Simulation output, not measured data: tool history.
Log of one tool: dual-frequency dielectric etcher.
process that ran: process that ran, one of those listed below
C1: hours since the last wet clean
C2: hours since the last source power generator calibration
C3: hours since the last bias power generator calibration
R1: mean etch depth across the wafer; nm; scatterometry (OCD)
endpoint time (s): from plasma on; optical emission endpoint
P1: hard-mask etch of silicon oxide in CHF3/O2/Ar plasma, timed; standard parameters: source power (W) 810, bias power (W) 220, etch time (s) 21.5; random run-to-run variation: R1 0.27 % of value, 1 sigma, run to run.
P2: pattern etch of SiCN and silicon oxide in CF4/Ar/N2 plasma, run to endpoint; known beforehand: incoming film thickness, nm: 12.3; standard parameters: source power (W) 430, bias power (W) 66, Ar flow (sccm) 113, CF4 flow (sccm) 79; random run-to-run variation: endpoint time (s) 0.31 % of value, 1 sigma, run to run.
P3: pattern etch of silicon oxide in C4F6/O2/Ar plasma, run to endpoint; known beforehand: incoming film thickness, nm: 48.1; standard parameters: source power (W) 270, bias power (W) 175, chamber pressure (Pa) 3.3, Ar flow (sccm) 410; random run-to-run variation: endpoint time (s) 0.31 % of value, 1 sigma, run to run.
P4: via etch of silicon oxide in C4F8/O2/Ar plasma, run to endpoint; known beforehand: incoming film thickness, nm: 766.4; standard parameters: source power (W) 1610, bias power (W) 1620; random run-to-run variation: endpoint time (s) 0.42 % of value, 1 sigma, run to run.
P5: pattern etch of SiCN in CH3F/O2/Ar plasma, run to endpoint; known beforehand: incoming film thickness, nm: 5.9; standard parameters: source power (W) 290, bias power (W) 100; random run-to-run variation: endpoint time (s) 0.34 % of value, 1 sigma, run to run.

run 1 day=0.658 | process_that_ran=P1 source_power_(W)=810 bias_power_(W)=220 etch_time_(s)=21.5 | C1=152.2 C2=414.5 C3=786.9 | R1=50.24
run 2 day=1.2 | process_that_ran=P4 source_power_(W)=1610 bias_power_(W)=2236 | C1=165.2 C2=427.5 C3=799.9 | endpoint_time_(s)=163.88
run 3 day=1.679 | process_that_ran=P2 source_power_(W)=430 bias_power_(W)=89 Ar_flow_(sccm)=113 CF4_flow_(sccm)=79 | C1=176.7 C2=439 C3=811.4 | endpoint_time_(s)=13.61
run 4 day=2.421 | process_that_ran=P1 source_power_(W)=810 bias_power_(W)=285 etch_time_(s)=21.5 | C1=194.5 C2=456.8 C3=829.2 | R1=54.956
-- day=3.062 source power generator calibrated
run 5 day=3.117 | process_that_ran=P3 source_power_(W)=150 bias_power_(W)=175 Ar_flow_(sccm)=410 chamber_pressure_(Pa)=3.3 | C1=211.2 C2=1.3 C3=845.9 | endpoint_time_(s)=22.7
run 6 day=3.588 | process_that_ran=P5 source_power_(W)=290 bias_power_(W)=69 | C1=222.5 C2=12.6 C3=857.2 | endpoint_time_(s)=17.683
run 7 day=4.292 | process_that_ran=P2 source_power_(W)=430 bias_power_(W)=66 Ar_flow_(sccm)=113 CF4_flow_(sccm)=79 | C1=239.4 C2=29.5 C3=874.1 | endpoint_time_(s)=15.081
run 8 day=4.75 | process_that_ran=P1 source_power_(W)=810 bias_power_(W)=220 etch_time_(s)=21.5 | C1=250.4 C2=40.5 C3=885.1 | R1=50.508
run 9 day=5.367 | process_that_ran=P5 source_power_(W)=290 bias_power_(W)=100 | C1=265.2 C2=55.3 C3=899.9 | endpoint_time_(s)=15.331
run 10 day=6.042 | process_that_ran=P1 source_power_(W)=610 bias_power_(W)=293 etch_time_(s)=21.5 | C1=281.4 C2=71.5 C3=916.1 | R1=50.143
run 11 day=6.562 | process_that_ran=P1 source_power_(W)=810 bias_power_(W)=220 etch_time_(s)=15 | C1=293.9 C2=84 C3=928.6 | R1=35.182
run 12 day=7.275 | process_that_ran=P1 source_power_(W)=810 bias_power_(W)=220 etch_time_(s)=21.5 | C1=311 C2=101.1 C3=945.7 | R1=50.525
run 13 day=7.933 | process_that_ran=P1 source_power_(W)=810 bias_power_(W)=220 etch_time_(s)=21.5 | C1=326.8 C2=116.9 C3=961.5 | R1=50.578
run 14 day=8.321 | process_that_ran=P1 source_power_(W)=810 bias_power_(W)=220 etch_time_(s)=32.5 | C1=336.1 C2=126.2 C3=970.8 | R1=76.263
run 15 day=8.717 | process_that_ran=P1 source_power_(W)=520 bias_power_(W)=220 etch_time_(s)=21.5 | C1=345.6 C2=135.7 C3=980.3 | R1=42.698
run 16 day=9.442 | process_that_ran=P1 source_power_(W)=810 bias_power_(W)=144 etch_time_(s)=21.5 | C1=363 C2=153.1 C3=997.7 | R1=43.903
run 17 day=9.854 | process_that_ran=P1 source_power_(W)=530 bias_power_(W)=220 etch_time_(s)=30 | C1=372.9 C2=163 C3=1007.6 | R1=60.016
run 18 day=10.408 | process_that_ran=P3 source_power_(W)=270 bias_power_(W)=175 Ar_flow_(sccm)=330 chamber_pressure_(Pa)=3.3 | C1=386.2 C2=176.3 C3=1020.9 | endpoint_time_(s)=17.748
run 19 day=10.979 | process_that_ran=P3 source_power_(W)=270 bias_power_(W)=175 Ar_flow_(sccm)=410 chamber_pressure_(Pa)=3.3 | C1=399.9 C2=190 C3=1034.6 | endpoint_time_(s)=18.021
run 20 day=11.546 | process_that_ran=P2 source_power_(W)=430 bias_power_(W)=66 Ar_flow_(sccm)=113 CF4_flow_(sccm)=101 | C1=413.5 C2=203.6 C3=1048.2 | endpoint_time_(s)=14.539
run 21 day=11.962 | process_that_ran=P3 source_power_(W)=270 bias_power_(W)=121 Ar_flow_(sccm)=410 chamber_pressure_(Pa)=3.3 | C1=423.5 C2=213.6 C3=1058.2 | endpoint_time_(s)=20.385
run 22 day=12.367 | process_that_ran=P3 source_power_(W)=270 bias_power_(W)=175 Ar_flow_(sccm)=410 chamber_pressure_(Pa)=3.3 | C1=433.2 C2=223.3 C3=1067.9 | endpoint_time_(s)=18.138
run 23 day=13.071 | process_that_ran=P1 source_power_(W)=810 bias_power_(W)=220 etch_time_(s)=21.5 | C1=450.1 C2=240.2 C3=1084.8 | R1=50.457
run 24 day=13.742 | process_that_ran=P1 source_power_(W)=810 bias_power_(W)=220 etch_time_(s)=21.5 | C1=466.2 C2=256.3 C3=1100.9 | R1=50.386
run 25 day=14.425 | process_that_ran=P4 source_power_(W)=1050 bias_power_(W)=1620 | C1=482.6 C2=272.7 C3=1117.3 | endpoint_time_(s)=212.14
run 26 day=15.104 | process_that_ran=P5 source_power_(W)=230 bias_power_(W)=100 | C1=498.9 C2=289 C3=1133.6 | endpoint_time_(s)=16.741
run 27 day=15.804 | process_that_ran=P2 source_power_(W)=430 bias_power_(W)=66 Ar_flow_(sccm)=159 CF4_flow_(sccm)=79 | C1=515.7 C2=305.8 C3=1150.4 | endpoint_time_(s)=15.932
run 28 day=16.3 | process_that_ran=P4 source_power_(W)=1610 bias_power_(W)=1620 | C1=527.6 C2=317.7 C3=1162.3 | endpoint_time_(s)=179.15
run 29 day=17.033 | process_that_ran=P3 source_power_(W)=270 bias_power_(W)=175 Ar_flow_(sccm)=410 chamber_pressure_(Pa)=4 | C1=545.2 C2=335.3 C3=1179.9 | endpoint_time_(s)=18.507
run 30 day=17.529 | process_that_ran=P2 source_power_(W)=430 bias_power_(W)=66 Ar_flow_(sccm)=113 CF4_flow_(sccm)=79 | C1=557.1 C2=347.2 C3=1191.8 | endpoint_time_(s)=15.136
run 31 day=17.95 | process_that_ran=P2 source_power_(W)=520 bias_power_(W)=66 Ar_flow_(sccm)=113 CF4_flow_(sccm)=79 | C1=567.2 C2=357.3 C3=1201.9 | endpoint_time_(s)=12.711
run 32 day=18.692 | process_that_ran=P1 source_power_(W)=1140 bias_power_(W)=220 etch_time_(s)=21.5 | C1=585 C2=375.1 C3=1219.7 | R1=57.463
run 33 day=19.3 | process_that_ran=P1 source_power_(W)=810 bias_power_(W)=220 etch_time_(s)=21.5 | C1=599.6 C2=389.7 C3=1234.3 | R1=50.497
run 34 day=19.917 | process_that_ran=P1 source_power_(W)=810 bias_power_(W)=220 etch_time_(s)=21.5 | C1=614.4 C2=404.5 C3=1249.1 | R1=50.362
run 35 day=20.529 | process_that_ran=P1 source_power_(W)=810 bias_power_(W)=220 etch_time_(s)=21.5 | C1=629.1 C2=419.2 C3=1263.8 | R1=50.021
run 36 day=20.862 | process_that_ran=P1 source_power_(W)=810 bias_power_(W)=220 etch_time_(s)=21.5 | C1=637.1 C2=427.2 C3=1271.8 | R1=49.929
run 37 day=21.417 | process_that_ran=P1 source_power_(W)=810 bias_power_(W)=220 etch_time_(s)=21.5 | C1=650.4 C2=440.5 C3=1285.1 | R1=49.842
run 38 day=21.942 | process_that_ran=P1 source_power_(W)=810 bias_power_(W)=220 etch_time_(s)=21.5 | C1=663 C2=453.1 C3=1297.7 | R1=49.809
run 39 day=22.442 | process_that_ran=P1 source_power_(W)=810 bias_power_(W)=220 etch_time_(s)=21.5 | C1=675 C2=465.1 C3=1309.7 | R1=50.064
run 40 day=22.888 | process_that_ran=P1 source_power_(W)=810 bias_power_(W)=220 etch_time_(s)=21.5 | C1=685.7 C2=475.8 C3=1320.4 | R1=49.664
-- day=23.233 wet clean of the chamber
run 41 day=23.533 | process_that_ran=P1 source_power_(W)=810 bias_power_(W)=220 etch_time_(s)=21.5 | C1=7.2 C2=491.3 C3=1335.9 | R1=49.792
run 42 day=24.3 | process_that_ran=P1 source_power_(W)=810 bias_power_(W)=220 etch_time_(s)=21.5 | C1=25.6 C2=509.7 C3=1354.3 | R1=49.665
run 43 day=24.85 | process_that_ran=P1 source_power_(W)=810 bias_power_(W)=220 etch_time_(s)=21.5 | C1=38.8 C2=522.9 C3=1367.5 | R1=49.709
run 44 day=25.25 | process_that_ran=P1 source_power_(W)=810 bias_power_(W)=220 etch_time_(s)=21.5 | C1=48.4 C2=532.5 C3=1377.1 | R1=49.593
run 45 day=25.988 | process_that_ran=P1 source_power_(W)=810 bias_power_(W)=220 etch_time_(s)=21.5 | C1=66.1 C2=550.2 C3=1394.8 | R1=49.8

The output of P1 has drifted from where it used to be. Each of the 2 causes below, taken at the size shown beside it, accounts for the log equally well:
A: source power that arrives under what is set, % = 4.13
B: bias power that arrives under what is set, % = 4.6
Creep in the process output first set in at about day 19.917.
Other possible causes, and why each is ruled out:
chamber walls in a state that lowers the etch rate, %: maintenance at day 23.233, after the shift began, did not return the process to its former output

Consider the 4 check runs below, whose results appear as question marks and each of which averages 2 wafers. Which one distinguishes the causes, in that each cause would give it a clearly different result?
run check 1 day=26.725 | process_that_ran=P4 source_power_(W)=1190 bias_power_(W)=2147 | endpoint_time_(s)=?
run check 2 day=26.725 | process_that_ran=P5 source_power_(W)=290 bias_power_(W)=71 | endpoint_time_(s)=?
run check 3 day=26.725 | process_that_ran=P3 source_power_(W)=230 bias_power_(W)=133 Ar_flow_(sccm)=410 chamber_pressure_(Pa)=3.3 | endpoint_time_(s)=?
run check 4 day=26.725 | process_that_ran=P2 source_power_(W)=430 bias_power_(W)=87 Ar_flow_(sccm)=113 CF4_flow_(sccm)=79 | endpoint_time_(s)=?

What every check run would give for each of its results, assuming each possible cause in turn:
check=check_1 result=endpoint_time_(s) if_A=189.51 if_B=189.04
check=check_2 result=endpoint_time_(s) if_A=17.79 if_B=17.811
check=check_3 result=endpoint_time_(s) if_A=21.399 if_B=21.354
check=check_4 result=endpoint_time_(s) if_A=14.256 if_B=13.967
Per-check spread between the two closest causes, in the result where they differ most: check 1 0.25 %; check 2 0.12 %; check 3 0.21 %; check 4 2.05 %
Of the check runs offered, only check 4 discriminates between the causes; the rest would read about the same regardless of which cause applies.

The results of check 4 are: endpoint time (s) 14.23. Based on these, which of the listed causes is it?

Of the candidate causes, it is A: source power that arrives under what is set, %.

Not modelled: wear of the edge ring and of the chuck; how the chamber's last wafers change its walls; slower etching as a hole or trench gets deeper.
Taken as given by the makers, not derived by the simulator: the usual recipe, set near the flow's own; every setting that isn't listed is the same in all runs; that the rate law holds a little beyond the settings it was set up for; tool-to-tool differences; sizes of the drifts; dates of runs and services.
